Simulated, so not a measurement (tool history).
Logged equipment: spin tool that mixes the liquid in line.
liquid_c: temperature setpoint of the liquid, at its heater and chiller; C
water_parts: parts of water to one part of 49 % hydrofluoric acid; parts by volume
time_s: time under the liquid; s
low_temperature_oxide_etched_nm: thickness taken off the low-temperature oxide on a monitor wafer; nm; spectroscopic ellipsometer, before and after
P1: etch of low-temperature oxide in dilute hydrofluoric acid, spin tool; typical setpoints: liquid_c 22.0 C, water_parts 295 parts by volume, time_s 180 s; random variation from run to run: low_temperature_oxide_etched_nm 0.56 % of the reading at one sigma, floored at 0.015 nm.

run,day,liquid_c,water_parts,time_s,hours since the thermometer was replaced,hours since the hydrofluoric acid flow meter was replaced,low_temperature_oxide_etched_nm
1,0.379,22.0,295,180,1794.8,1250.2,5.53710
2,0.825,17.0,295,180,1805.5,1260.9,4.56140
3,1.250,22.0,295,355,1815.7,1271.1,10.72900
4,1.704,17.5,455,180,1826.6,1282.0,2.66050
5,1.958,22.0,295,180,1832.7,1288.1,5.44910
6,2.529,22.0,295,15,1846.4,1301.8,0.44861
7,2.996,30.5,295,180,1857.6,1313.0,7.41020
# day 3.517: thermometer replaced
8,3.558,22.0,295,180,1.0,1326.5,5.55090
9,4.054,22.0,295,180,12.9,1338.4,5.52720
10,4.483,22.0,50,180,23.2,1348.7,42.25700
11,4.817,22.0,475,180,31.2,1356.7,2.92330
12,5.117,22.0,295,180,38.4,1363.9,5.47280
13,5.446,22.0,295,180,46.3,1371.8,5.53820
14,5.742,22.0,295,180,53.4,1378.9,5.61950
15,6.208,22.0,295,180,64.6,1390.1,5.80540
16,6.596,22.0,295,180,73.9,1399.4,5.91830
17,7.000,22.0,295,180,83.6,1409.1,5.92860
18,7.542,22.0,295,180,96.6,1422.1,5.90250
19,7.800,22.0,295,180,102.8,1428.3,5.93210
20,8.312,22.0,295,180,115.1,1440.6,5.92320

Run 21 has not been measured yet. What should we expect?
21,8.567,22.0,295,180,121.2,1446.7,?

low_temperature_oxide_etched_nm: 5.90580 nm
